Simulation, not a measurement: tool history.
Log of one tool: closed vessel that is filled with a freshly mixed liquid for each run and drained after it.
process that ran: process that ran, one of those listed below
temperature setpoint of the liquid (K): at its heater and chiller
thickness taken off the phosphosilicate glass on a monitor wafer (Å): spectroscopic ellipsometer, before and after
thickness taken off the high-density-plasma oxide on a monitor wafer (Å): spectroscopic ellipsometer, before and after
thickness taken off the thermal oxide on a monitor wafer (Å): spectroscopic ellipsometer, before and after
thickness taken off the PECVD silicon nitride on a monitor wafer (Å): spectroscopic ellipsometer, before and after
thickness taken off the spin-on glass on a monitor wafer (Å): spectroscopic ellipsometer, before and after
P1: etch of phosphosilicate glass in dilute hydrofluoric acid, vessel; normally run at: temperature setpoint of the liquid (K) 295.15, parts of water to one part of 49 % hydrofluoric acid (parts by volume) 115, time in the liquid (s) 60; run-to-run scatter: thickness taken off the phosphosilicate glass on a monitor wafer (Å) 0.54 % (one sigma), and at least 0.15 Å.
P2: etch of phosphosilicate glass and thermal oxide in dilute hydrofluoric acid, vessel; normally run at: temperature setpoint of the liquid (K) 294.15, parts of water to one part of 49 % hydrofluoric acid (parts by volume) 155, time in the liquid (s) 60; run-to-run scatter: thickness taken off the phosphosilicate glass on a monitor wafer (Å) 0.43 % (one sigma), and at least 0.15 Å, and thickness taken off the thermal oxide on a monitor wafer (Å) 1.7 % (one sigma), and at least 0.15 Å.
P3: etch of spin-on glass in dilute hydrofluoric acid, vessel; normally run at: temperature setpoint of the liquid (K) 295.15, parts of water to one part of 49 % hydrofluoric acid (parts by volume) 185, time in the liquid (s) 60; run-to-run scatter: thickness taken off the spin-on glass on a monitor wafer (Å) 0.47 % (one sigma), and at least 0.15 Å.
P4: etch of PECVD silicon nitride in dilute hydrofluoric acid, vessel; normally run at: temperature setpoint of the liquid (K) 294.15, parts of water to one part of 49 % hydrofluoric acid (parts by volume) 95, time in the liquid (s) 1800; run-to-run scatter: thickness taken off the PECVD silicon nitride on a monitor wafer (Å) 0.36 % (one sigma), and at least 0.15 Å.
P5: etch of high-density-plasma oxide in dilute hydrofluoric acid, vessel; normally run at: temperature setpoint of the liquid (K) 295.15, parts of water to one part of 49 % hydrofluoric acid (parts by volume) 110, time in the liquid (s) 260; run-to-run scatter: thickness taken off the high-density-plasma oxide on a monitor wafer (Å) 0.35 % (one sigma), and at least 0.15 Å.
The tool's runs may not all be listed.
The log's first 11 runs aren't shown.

run   hour  process that ran  temperature setpoint of the liquid (K)  parts of water to one part of 49 % hydrofluoric acid (parts by volume)  time in the liquid (s)  thickness taken off the phosphosilicate glass on a monitor wafer (Å)  thickness taken off the high-density-plasma oxide on a monitor wafer (Å)  thickness taken off the thermal oxide on a monitor wafer (Å)  thickness taken off the PECVD silicon nitride on a monitor wafer (Å)  thickness taken off the spin-on glass on a monitor wafer (Å)
 12   46.5                P4                                  294.15                                                                     170                    1800                                                                                                                                                                                                                                                                              291.88
 13   48.9                P2                                  294.15                                                                     155                      30                                                                160.06                                                                                                                                  7.4153
 14   53.1                P1                                  295.15                                                                     115                      60                                                                571.32
 15   57.1                P2                                  294.15                                                                     225                      60                                                                205.87                                                                                                                                  9.5403
 16   61.8                P3                                  295.15                                                                     185                     105                                                                                                                                                                                                                                                                                                                                           176.220
 17   67.2                P5                                  295.15                                                                     110                     405                                                                                                                                         165.240
 18   71.2                P1                                  295.15                                                                     115                     115                                                               1091.10
 19   76.4                P4                                  294.15                                                                      95                    1800                                                                                                                                                                                                                                                                              517.84
 20   81.4                P1                                  295.15                                                                     115                      60                                                                570.98
 21   84.3                P1                                  302.15                                                                     195                      60                                                                399.01
 22   88.9                P1                                  290.15                                                                     115                      60                                                                463.21
 23   91.9                P1                                  295.15                                                                      55                      60                                                               1272.50
 24   96.4                P1                                  295.15                                                                     115                      60                                                                573.65
 25  101.2                P5                                  295.15                                                                     110                     260                                                                                                                                         106.200
 26  103.7                P4                                  290.15                                                                      95                    1800                                                                                                                                                                                                                                                                              394.81
 27  106.8                P3                                  295.15                                                                     295                      60                                                                                                                                                                                                                                                                                                                                            57.429
 28  110.5                P3                                  290.65                                                                     185                      60                                                                                                                                                                                                                                                                                                                                            84.375
 29  114.5                P3                                  295.15                                                                     185                      60                                                                                                                                                                                                                                                                                                                                           102.470
 30  116.9                P2                                  302.15                                                                     155                      60                                                                437.85                                                                                                                                 20.0090
 31  119.8                P4                                  294.15                                                                      95                    1020                                                                                                                                                                                                                                                                              293.51
 32  122.9                P1                                  295.15                                                                     115                      60                                                                571.93
 33  126.5                P1                                  295.15                                                                     115                      60                                                                572.14
 34  130.2                P1                                  295.15                                                                     115                      60                                                                573.53
 35  135.0                P1                                  295.15                                                                     115                      60                                                                592.88

Forecast run 36:
 36  138.3                P1                                  295.15                                                                     115                      60                                                                     ?

Run 36 gave thickness taken off the phosphosilicate glass on a monitor wafer (Å) 602.09.

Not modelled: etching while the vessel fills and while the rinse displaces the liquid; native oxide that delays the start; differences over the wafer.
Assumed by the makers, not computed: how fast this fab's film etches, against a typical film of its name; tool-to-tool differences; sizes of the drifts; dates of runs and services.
